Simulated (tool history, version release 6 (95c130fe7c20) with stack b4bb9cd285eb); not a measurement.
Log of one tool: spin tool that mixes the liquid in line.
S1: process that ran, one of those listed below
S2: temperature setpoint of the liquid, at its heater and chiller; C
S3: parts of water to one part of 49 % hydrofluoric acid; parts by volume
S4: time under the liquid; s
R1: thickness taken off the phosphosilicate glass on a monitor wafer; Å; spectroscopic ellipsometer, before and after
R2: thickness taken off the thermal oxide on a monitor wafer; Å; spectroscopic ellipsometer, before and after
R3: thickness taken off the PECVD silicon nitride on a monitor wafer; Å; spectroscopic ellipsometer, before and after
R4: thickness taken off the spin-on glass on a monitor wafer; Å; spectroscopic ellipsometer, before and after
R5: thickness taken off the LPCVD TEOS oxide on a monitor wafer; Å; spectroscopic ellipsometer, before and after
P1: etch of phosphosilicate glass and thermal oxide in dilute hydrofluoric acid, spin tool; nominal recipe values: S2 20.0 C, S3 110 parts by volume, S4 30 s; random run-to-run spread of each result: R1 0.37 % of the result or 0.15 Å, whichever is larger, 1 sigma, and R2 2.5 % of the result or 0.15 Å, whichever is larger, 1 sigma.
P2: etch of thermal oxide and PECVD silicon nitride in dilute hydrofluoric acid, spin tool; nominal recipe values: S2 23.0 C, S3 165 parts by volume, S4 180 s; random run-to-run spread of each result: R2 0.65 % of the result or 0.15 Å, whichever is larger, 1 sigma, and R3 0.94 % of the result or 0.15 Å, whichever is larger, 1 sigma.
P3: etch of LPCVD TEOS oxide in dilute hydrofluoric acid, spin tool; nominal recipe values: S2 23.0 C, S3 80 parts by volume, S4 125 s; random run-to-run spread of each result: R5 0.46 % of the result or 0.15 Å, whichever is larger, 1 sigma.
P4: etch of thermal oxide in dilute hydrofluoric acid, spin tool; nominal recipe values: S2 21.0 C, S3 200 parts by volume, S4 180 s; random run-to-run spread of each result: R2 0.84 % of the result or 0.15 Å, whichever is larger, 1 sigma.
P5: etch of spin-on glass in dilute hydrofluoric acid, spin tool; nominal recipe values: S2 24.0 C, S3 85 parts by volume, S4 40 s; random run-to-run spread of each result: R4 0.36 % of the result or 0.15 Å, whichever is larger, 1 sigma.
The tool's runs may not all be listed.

run	hour	S1	S2	S3	S4	R1	R2	R3	R4	R5
1	7.2	P1	20.0	110	30	459.93	10.4610			
2	13.6	P2	29.5	165	180		56.0670	34.652		
3	19.8	P1	20.0	110	30	461.84	10.7270			
4	30.3	P5	24.0	85	15				115.15	
5	42.6	P5	17.0	85	40				229.15	
6	54.8	P3	23.0	80	125					338.94
7	66.1	P5	24.0	40	40				693.37	
8	75.2	P2	23.0	165	180		43.2730	23.164		
9	87.9	P5	24.0	85	40				309.16	
10	96.5	P1	17.0	110	30	406.91	8.8299			
11	102.8	P2	23.0	165	325		79.0590	41.358		
12	113.0	P2	23.0	240	180		27.8750	15.889		
13	121.2	P1	27.0	110	30	605.55	13.6130			
14	128.6	P4	21.0	200	285		49.1130			
15	138.3	P4	21.0	200	180		30.8100			
16	145.8	P1	20.0	110	50	768.39	17.1010			
17	158.4	P3	23.0	80	125					338.51
18	165.9	P1	20.0	65	30	812.86	18.5110			
19	175.9	P1	20.0	110	30	459.85	10.6440			
20	183.3	P4	21.0	200	180		31.8030			
21	192.6	P3	28.0	80	125					408.03
22	201.0	P4	21.0	55	180		132.9100			
23	212.8	P1	17.0	110	15	202.55	4.7398			
24	219.8	P4	27.0	200	180		38.4140			
25	231.5	P1	20.0	110	15	231.00	5.3220			
26	238.2	P3	23.0	80	240					646.16
27	249.7	P1	20.0	160	30	299.96	6.9400			
28	256.9	P3	23.0	140	125					178.13
29	267.4	P1	20.0	110	30	461.10	10.2240			
30	278.2	P5	24.0	85	40				309.63	
31	291.0	P1	20.0	110	30	459.25	10.1820			
32	300.9	P1	20.0	110	30	461.60	10.1940			
33	308.6	P1	20.0	110	30	459.61	10.5990			
34	320.4	P1	20.0	110	30	445.33	9.8015			
35	329.6	P1	20.0	110	30	439.19	9.7940			
36	339.8	P1	20.0	110	30	438.12	10.0500			
37	346.3	P1	20.0	110	30	438.12	9.4972			
38	352.9	P1	20.0	110	30	434.51	9.8712			
39	358.5	P1	20.0	110	30	434.36	9.6554			
40	371.0	P1	20.0	110	30	431.81	9.5866			
41	382.0	P1	20.0	110	30	429.31	9.7700			
42	388.1	P1	20.0	110	30	429.89	9.8476			

What P1 gives has crept off from where it sat before. The 2 causes that follow fit the log equally well, each at the size noted:
A: liquid colder than its thermometer reads (K) = 1.59
B: hydrofluoric acid flow below the setpoint (%) = 5.63
Creep in the process output first set in at about hour 308.6.

Which of the 4 check runs listed below, each an average over 5 wafers with its results shown as question marks, gives clearly different results under the different listed causes?
check 1	394.2	P4	21.0	200	180		?			
check 2	394.2	P3	23.0	80	125					?
check 3	394.2	P2	23.0	165	180		?	?		
check 4	394.2	P5	24.0	85	40				?	

How each check would come out, cause by cause:
check	result	if A	if B
check 1	R2	29.1130	28.8640
check 2	R5	315.76	316.12
check 3	R2	41.3060	41.0030
check 3	R3	20.918	21.914
check 4	R4	289.32	289.28
Per-check spread between the two closest causes, in the result where they differ most: check 1 0.86 %; check 2 0.11 %; check 3 4.65 %; check 4 0.01 %
Only check 3 tells the causes apart: in the others they would give nearly the same result.

With check 3 done, the readings were: R2 41.0300 Å; R3 21.933 Å. Identify which of the listed causes applies.

It was cause B: hydrofluoric acid flow below the setpoint (%).

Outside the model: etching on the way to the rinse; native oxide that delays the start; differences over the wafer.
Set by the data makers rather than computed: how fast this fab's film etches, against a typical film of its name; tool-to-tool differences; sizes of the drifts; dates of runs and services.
